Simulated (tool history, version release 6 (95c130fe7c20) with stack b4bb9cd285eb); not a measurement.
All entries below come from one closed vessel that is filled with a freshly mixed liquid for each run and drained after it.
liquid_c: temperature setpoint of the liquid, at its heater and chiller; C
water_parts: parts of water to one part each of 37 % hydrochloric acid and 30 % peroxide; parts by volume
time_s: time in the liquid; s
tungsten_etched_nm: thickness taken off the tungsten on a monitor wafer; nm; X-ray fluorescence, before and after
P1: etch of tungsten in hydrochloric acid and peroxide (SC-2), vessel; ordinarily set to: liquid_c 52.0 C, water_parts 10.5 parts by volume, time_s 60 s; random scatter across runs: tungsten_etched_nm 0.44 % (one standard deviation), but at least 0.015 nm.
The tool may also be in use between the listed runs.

run 1 hour=6.8 | liquid_c=52.0 water_parts=10.5 time_s=60 | tungsten_etched_nm=9.2522
run 2 hour=18.6 | liquid_c=52.0 water_parts=10.5 time_s=60 | tungsten_etched_nm=9.1536
run 3 hour=27.7 | liquid_c=52.0 water_parts=10.5 time_s=30 | tungsten_etched_nm=4.5642
run 4 hour=37.0 | liquid_c=52.0 water_parts=4.5 time_s=115 | tungsten_etched_nm=33.8550
-- hour=40.6 chemicals flow meter replaced
run 5 hour=46.0 | liquid_c=61.5 water_parts=10.5 time_s=60 | tungsten_etched_nm=16.7920
run 6 hour=58.4 | liquid_c=52.0 water_parts=10.5 time_s=60 | tungsten_etched_nm=9.1678
run 7 hour=65.6 | liquid_c=39.5 water_parts=10.5 time_s=60 | tungsten_etched_nm=3.9093
run 8 hour=77.2 | liquid_c=52.0 water_parts=4.0 time_s=60 | tungsten_etched_nm=19.0590
run 9 hour=87.3 | liquid_c=52.0 water_parts=14.0 time_s=30 | tungsten_etched_nm=3.6021
run 10 hour=93.8 | liquid_c=52.0 water_parts=10.5 time_s=60 | tungsten_etched_nm=9.1575
run 11 hour=107.6 | liquid_c=52.0 water_parts=10.5 time_s=60 | tungsten_etched_nm=9.1808
run 12 hour=117.9 | liquid_c=52.0 water_parts=10.5 time_s=90 | tungsten_etched_nm=13.8030
run 13 hour=124.5 | liquid_c=52.0 water_parts=18.5 time_s=60 | tungsten_etched_nm=5.6137
run 14 hour=137.9 | liquid_c=52.0 water_parts=10.5 time_s=60 | tungsten_etched_nm=9.0611
run 15 hour=146.4 | liquid_c=52.0 water_parts=10.5 time_s=60 | tungsten_etched_nm=9.2555
run 16 hour=159.0 | liquid_c=52.0 water_parts=10.5 time_s=60 | tungsten_etched_nm=9.5615
run 17 hour=169.4 | liquid_c=52.0 water_parts=10.5 time_s=60 | tungsten_etched_nm=9.7808
run 18 hour=183.2 | liquid_c=52.0 water_parts=10.5 time_s=60 | tungsten_etched_nm=9.8635
run 19 hour=196.9 | liquid_c=52.0 water_parts=10.5 time_s=60 | tungsten_etched_nm=9.9135
run 20 hour=208.1 | liquid_c=52.0 water_parts=10.5 time_s=60 | tungsten_etched_nm=9.9952
run 21 hour=220.3 | liquid_c=52.0 water_parts=10.5 time_s=60 | tungsten_etched_nm=10.0150

P1 no longer gives what it gave before; its output has crept away from where it was. The following 2 causes, each at its listed size, fit the log equally well:
A: liquid hotter than its thermometer reads (K) = 1.29
B: chemicals flow above the setpoint (%) = 10.6
The creep began at about hour 146.4.
Other possible causes, and why each is ruled out:
peroxide weaker than its label (%): limited to 8, which would change tungsten_etched_nm by -7.4 %, either short of the creep or opposite in sign

Which of the check runs below tells the causes apart, meaning the causes would give it clearly different results? Each run uses 2 wafers whose results are averaged, and each result is shown as a question mark.
run check 1 hour=232.5 | liquid_c=52.0 water_parts=17.0 time_s=60 | tungsten_etched_nm=?
run check 2 hour=232.5 | liquid_c=41.5 water_parts=4.0 time_s=60 | tungsten_etched_nm=?
run check 3 hour=232.5 | liquid_c=52.0 water_parts=18.5 time_s=30 | tungsten_etched_nm=?
run check 4 hour=232.5 | liquid_c=52.0 water_parts=13.5 time_s=60 | tungsten_etched_nm=?

What each check would give under each cause:
check=check_1 result=tungsten_etched_nm if_A=6.5702 if_B=6.6032
check=check_2 result=tungsten_etched_nm if_A=10.2410 if_B=9.9939
check=check_3 result=tungsten_etched_nm if_A=3.0447 if_B=3.0625
check=check_4 result=tungsten_etched_nm if_A=8.0538 if_B=8.0743
Per-check spread between the two closest causes, in the result where they differ most: check 1 0.5 %; check 2 2.44 %; check 3 0.58 %; check 4 0.26 %
Check 2 is the one run that separates the causes; every other check would come out nearly the same whichever cause is at work.

Then check 2 was run and gave: tungsten_etched_nm 10.2390 nm. Which cause is it?

A is the cause: liquid hotter than its thermometer reads (K).
